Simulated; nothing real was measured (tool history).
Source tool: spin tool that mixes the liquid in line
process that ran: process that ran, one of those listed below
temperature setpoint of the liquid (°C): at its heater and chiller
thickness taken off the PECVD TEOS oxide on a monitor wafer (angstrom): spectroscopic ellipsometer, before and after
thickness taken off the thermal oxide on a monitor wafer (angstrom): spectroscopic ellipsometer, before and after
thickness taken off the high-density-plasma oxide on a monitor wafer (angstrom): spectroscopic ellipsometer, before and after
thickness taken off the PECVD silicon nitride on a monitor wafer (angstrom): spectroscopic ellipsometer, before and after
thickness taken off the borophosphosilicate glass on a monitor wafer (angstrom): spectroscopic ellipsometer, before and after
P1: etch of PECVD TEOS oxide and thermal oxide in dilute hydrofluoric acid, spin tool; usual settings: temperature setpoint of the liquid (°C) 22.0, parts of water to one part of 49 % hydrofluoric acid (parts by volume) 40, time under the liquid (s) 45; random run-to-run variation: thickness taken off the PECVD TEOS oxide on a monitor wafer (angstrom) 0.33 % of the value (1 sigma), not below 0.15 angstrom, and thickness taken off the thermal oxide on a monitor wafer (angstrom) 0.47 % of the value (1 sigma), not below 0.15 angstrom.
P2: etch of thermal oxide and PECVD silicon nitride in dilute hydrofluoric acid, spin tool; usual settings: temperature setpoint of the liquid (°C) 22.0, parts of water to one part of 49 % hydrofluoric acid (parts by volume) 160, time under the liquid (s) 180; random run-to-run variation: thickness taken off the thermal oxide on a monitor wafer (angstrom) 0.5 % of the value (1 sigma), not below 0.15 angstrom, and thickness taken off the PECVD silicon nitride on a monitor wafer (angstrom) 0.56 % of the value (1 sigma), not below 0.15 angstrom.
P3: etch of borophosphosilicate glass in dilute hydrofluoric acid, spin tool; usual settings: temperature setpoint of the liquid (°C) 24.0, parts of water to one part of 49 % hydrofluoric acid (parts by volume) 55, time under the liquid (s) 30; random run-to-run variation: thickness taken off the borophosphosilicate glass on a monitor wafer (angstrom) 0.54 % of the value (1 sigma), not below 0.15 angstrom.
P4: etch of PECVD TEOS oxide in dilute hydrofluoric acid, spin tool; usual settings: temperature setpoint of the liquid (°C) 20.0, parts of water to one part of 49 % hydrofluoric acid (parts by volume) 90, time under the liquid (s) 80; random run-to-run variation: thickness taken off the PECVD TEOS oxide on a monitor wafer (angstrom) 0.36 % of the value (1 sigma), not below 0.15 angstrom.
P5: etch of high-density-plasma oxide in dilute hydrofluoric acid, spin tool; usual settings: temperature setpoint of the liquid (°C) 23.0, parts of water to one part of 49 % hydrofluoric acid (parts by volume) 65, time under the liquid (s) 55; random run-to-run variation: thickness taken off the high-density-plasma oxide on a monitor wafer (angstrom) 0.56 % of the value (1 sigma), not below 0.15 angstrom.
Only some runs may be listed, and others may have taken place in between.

run   hour  process that ran  temperature setpoint of the liquid (°C)  parts of water to one part of 49 % hydrofluoric acid (parts by volume)  time under the liquid (s)  hours since the thermometer was replaced  hours since the hydrofluoric acid flow meter was replaced  thickness taken off the PECVD TEOS oxide on a monitor wafer (angstrom)  thickness taken off the thermal oxide on a monitor wafer (angstrom)  thickness taken off the high-density-plasma oxide on a monitor wafer (angstrom)  thickness taken off the PECVD silicon nitride on a monitor wafer (angstrom)  thickness taken off the borophosphosilicate glass on a monitor wafer (angstrom)
  1    9.5                P1                                     22.0                                                                      40                         45                                     396.2                                                      114.8                                                                  97.403                                                               52.933
  2   20.1                P5                                     23.0                                                                      65                         55                                     406.8                                                      125.4                                                                                                                                                                                                                        40.952
  3   31.8                P1                                     18.0                                                                      40                         45                                     418.5                                                      137.1                                                                  81.587                                                               44.655
  4   43.1                P2                                     22.0                                                                     160                        330                                     429.8                                                      148.4                                                                                                                                       82.747                                                                                                                                                        70.148
  5   49.7                P2                                     22.0                                                                      45                        180                                     436.4                                                      155.0                                                                                                                                      182.950                                                                                                                                                       134.380
  6   58.2                P4                                     20.0                                                                      90                        155                                     444.9                                                      163.5                                                                 127.640
  7   65.6                P1                                     22.0                                                                      40                         45                                     452.3                                                      170.9                                                                  97.654                                                               53.316
  8   73.5                P1                                     22.0                                                                      40                         70                                     460.2                                                      178.8                                                                 151.670                                                               83.187
  9   86.5                P4                                     26.5                                                                      90                         80                                     473.2                                                      191.8                                                                  85.664
 10   99.3                P1                                     22.0                                                                      40                         45                                     486.0                                                      204.6                                                                  97.434                                                               53.116
 11  108.2                P5                                     23.0                                                                      65                         85                                     494.9                                                      213.5                                                                                                                                                                                                                        64.039
 12  118.5                P3                                     24.0                                                                      20                         30                                     505.2                                                      223.8                                                                                                                                                                                                                                                                                                                                                                                     1049.30
 13  131.9                P1                                     22.0                                                                      40                         45                                     518.6                                                      237.2                                                                  97.265                                                               53.323
 14  142.2                P1                                     30.0                                                                      40                         45                                     528.9                                                      247.5                                                                 134.120                                                               74.048
 15  152.8                P1                                     22.0                                                                      40                         45                                     539.5                                                      258.1                                                                  96.776                                                               53.552
 16  162.0                P1                                     22.0                                                                      40                         45                                     548.7                                                      267.3                                                                  96.717                                                               53.348
 17  174.0                P3                                     18.0                                                                      55                         30                                     560.7                                                      279.3                                                                                                                                                                                                                                                                                                                                                                                      281.68
 18  185.6                P5                                     23.0                                                                      20                         55                                     572.3                                                      290.9                                                                                                                                                                                                                       142.880
 19  199.4                P2                                     22.0                                                                     160                        180                                     586.1                                                      304.7                                                                                                                                       45.044                                                                                                                                                        38.283
 20  213.7                P3                                     24.0                                                                      55                         60                                     600.4                                                      319.0                                                                                                                                                                                                                                                                                                                                                                                      718.93
 21  228.1                P5                                     17.0                                                                      65                         55                                     614.8                                                      333.4                                                                                                                                                                                                                        32.160
 22  240.5                P1                                     22.0                                                                      20                         45                                     627.2                                                      345.8                                                                 200.150                                                              109.360
 23  253.6                P1                                     22.0                                                                      60                         45                                     640.3                                                      358.9                                                                  63.650                                                               34.265
 24  260.4                P4                                     20.0                                                                      90                         80                                     647.1                                                      365.7                                                                  65.536
 25  274.0                P1                                     22.0                                                                      40                         15                                     660.7                                                      379.3                                                                  32.660                                                               17.841
 26  287.4                P4                                     20.0                                                                     150                         80                                     674.1                                                      392.7                                                                  36.967
 27  300.8                P1                                     22.0                                                                      20                         75                                     687.5                                                      406.1                                                                 333.830                                                              182.620
 28  315.3                P2                                     17.0                                                                     160                        180                                     702.0                                                      420.6                                                                                                                                       36.993                                                                                                                                                        26.997
 29  328.2                P3                                     24.0                                                                      55                         30                                     714.9                                                      433.5                                                                                                                                                                                                                                                                                                                                                                                      362.08
 30  340.5                P1                                     22.0                                                                      40                         45                                     727.2                                                      445.8                                                                  97.169                                                               52.985
 31  353.1                P1                                     22.0                                                                      40                         45                                     739.8                                                      458.4                                                                  97.143                                                               53.764
 32  360.7                P1                                     22.0                                                                      40                         45                                     747.4                                                      466.0                                                                 100.030                                                               54.379
 33  372.8                P1                                     22.0                                                                      40                         45                                     759.5                                                      478.1                                                                 102.250                                                               55.843

Run 34 is up next; what results do you expect?
 34  382.4                P1                                     22.0                                                                      40                         45                                     769.1                                                      487.7                                                                       ?                                                                    ?

Logged for run 34: thickness taken off the PECVD TEOS oxide on a monitor wafer (angstrom) 103.130, thickness taken off the thermal oxide on a monitor wafer (angstrom) 56.610.
